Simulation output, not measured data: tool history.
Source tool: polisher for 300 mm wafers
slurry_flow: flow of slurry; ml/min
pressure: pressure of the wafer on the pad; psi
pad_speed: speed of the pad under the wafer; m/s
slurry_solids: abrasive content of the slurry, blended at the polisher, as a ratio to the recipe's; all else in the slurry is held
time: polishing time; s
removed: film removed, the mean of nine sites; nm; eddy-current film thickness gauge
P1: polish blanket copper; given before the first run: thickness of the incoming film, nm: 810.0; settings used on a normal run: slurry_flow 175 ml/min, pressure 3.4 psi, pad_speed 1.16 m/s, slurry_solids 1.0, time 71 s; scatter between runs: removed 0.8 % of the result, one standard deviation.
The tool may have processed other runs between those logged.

run   hour  slurry_flow  pressure  pad_speed  slurry_solids  time  wafers polished on this pad  hours since the slurry nozzle was cleaned  hours since the head pressure was calibrated  hours since the slurry blender was calibrated  removed
  1    7.4          175       3.4       1.16            1.0    71                          352                                      133.6                                         461.1                                          173.8   324.48
  2   17.7          175       3.4       1.16            1.0    71                          418                                      143.9                                         471.4                                          184.1   325.93
  3   24.8          105       3.4       1.16            1.0    71                          463                                      151.0                                         478.5                                          191.2   296.38
  4   36.0          175       3.4       0.62            1.0    71                          535                                      162.2                                         489.7                                          202.4   173.52
      44.4  -- slurry nozzle cleaned
  5   48.2          260       3.4       1.16            1.0    71                          613                                        3.9                                         501.9                                          214.6   344.98
  6   59.2          175       5.3       1.16            1.0    71                          683                                       14.9                                         512.9                                          225.6   508.86
  7   66.0          175       2.3       1.16            1.0    71                          726                                       21.7                                         519.7                                          232.4   216.75
  8   77.9          175       3.4       1.16            1.0    71                          802                                       33.6                                         531.6                                          244.3   321.22
  9   91.4          175       3.4       1.16            1.0   103                          889                                       47.1                                         545.1                                          257.8   472.59
 10  105.3          175       3.4       1.16            0.7    71                          977                                       61.0                                         559.0                                          271.7   300.20
 11  119.0          175       3.4       1.16            1.3    71                         1065                                       74.7                                         572.7                                          285.4   341.83
 12  131.0          120       1.5       1.16            1.0    71                         1142                                       86.7                                         584.7                                          297.4   134.20
 13  142.8          175       3.4       1.76            1.0    71                         1217                                       98.5                                         596.5                                          309.2   489.63
 14  153.8          175       3.4       1.16            1.0    71                         1287                                      109.5                                         607.5                                          320.2   327.86
 15  167.1          175       3.4       1.16            1.0    47                         1372                                      122.8                                         620.8                                          333.5   212.75
 16  175.6          175       3.4       1.16            1.0    71                         1426                                      131.3                                         629.3                                          342.0   324.64
 17  189.1          175       3.4       1.16            1.0    71                         1513                                      144.8                                         642.8                                          355.5   326.13
 18  196.2          175       3.4       1.16            1.0    71                         1558                                      151.9                                         649.9                                          362.6   329.07
 19  210.1          175       3.4       1.16            1.0    71                         1647                                      165.8                                         663.8                                          376.5   313.97
 20  223.4          175       3.4       1.16            1.0    71                         1732                                      179.1                                         677.1                                          389.8   311.04
 21  235.2          175       3.4       1.16            1.0    71                         1807                                      190.9                                         688.9                                          401.6   314.76
     235.7  -- head pressure recalibrated
     241.8  -- worn pad replaced by a new one
 22  246.6          175       3.4       1.16            1.0    71                           30                                      202.3                                          11.0                                          413.0   306.35
 23  257.6          175       3.4       1.16            1.0    71                          101                                      213.3                                          22.0                                          424.0   310.32
 24  264.1          175       3.4       1.16            1.0    71                          142                                      219.8                                          28.5                                          430.5   311.15
 25  270.5          175       3.4       1.16            1.0    71                          183                                      226.2                                          34.9                                          436.9   305.71

The output of P1 has drifted from where it used to be. Each of the 2 causes below, taken at the size shown beside it, accounts for the log equally well:
A: abrasive missing from the slurry, % = 22.5
B: slurry flow missing at the pad, % = 26.7
At approximately hour 196.2, the process output began to creep.
Excluded causes, each with its reason:
removal rate lost through wear of the pad, %: serviced at hour 241.8, which brought nothing back
head's pressure below its setpoint, %: serviced at hour 235.7, which brought nothing back

Which of the 4 check runs listed below, each an average over 3 wafers with its results shown as question marks, gives clearly different results under the different listed causes?
check 1  276.9          175       3.4       1.74           1.00    71                                                                                                                                                                             ?
check 2  276.9          105       3.4       1.16           0.75    71                                                                                                                                                                             ?
check 3  276.9          175       5.1       0.66           1.00    71                                                                                                                                                                             ?
check 4  276.9          175       3.4       1.42           1.00    71                                                                                                                                                                             ?

Expected result of each check under each candidate cause:
  check   result    if A    if B
check 1  removed  461.49  461.48
check 2  removed  263.18  254.58
check 3  removed  262.57  262.57
check 4  removed  376.62  376.61
Gap, in per cent, between the two causes that each check separates least, read from the result that separates them most: check 1 0 %; check 2 3.32 %; check 3 0 %; check 4 0 %
Of the check runs offered, only check 2 discriminates between the causes; the rest would read about the same regardless of which cause applies.

The results of check 2 are: removed 264.58 nm. Based on these, which of the listed causes is it?

A is the cause: abrasive missing from the slurry, %.
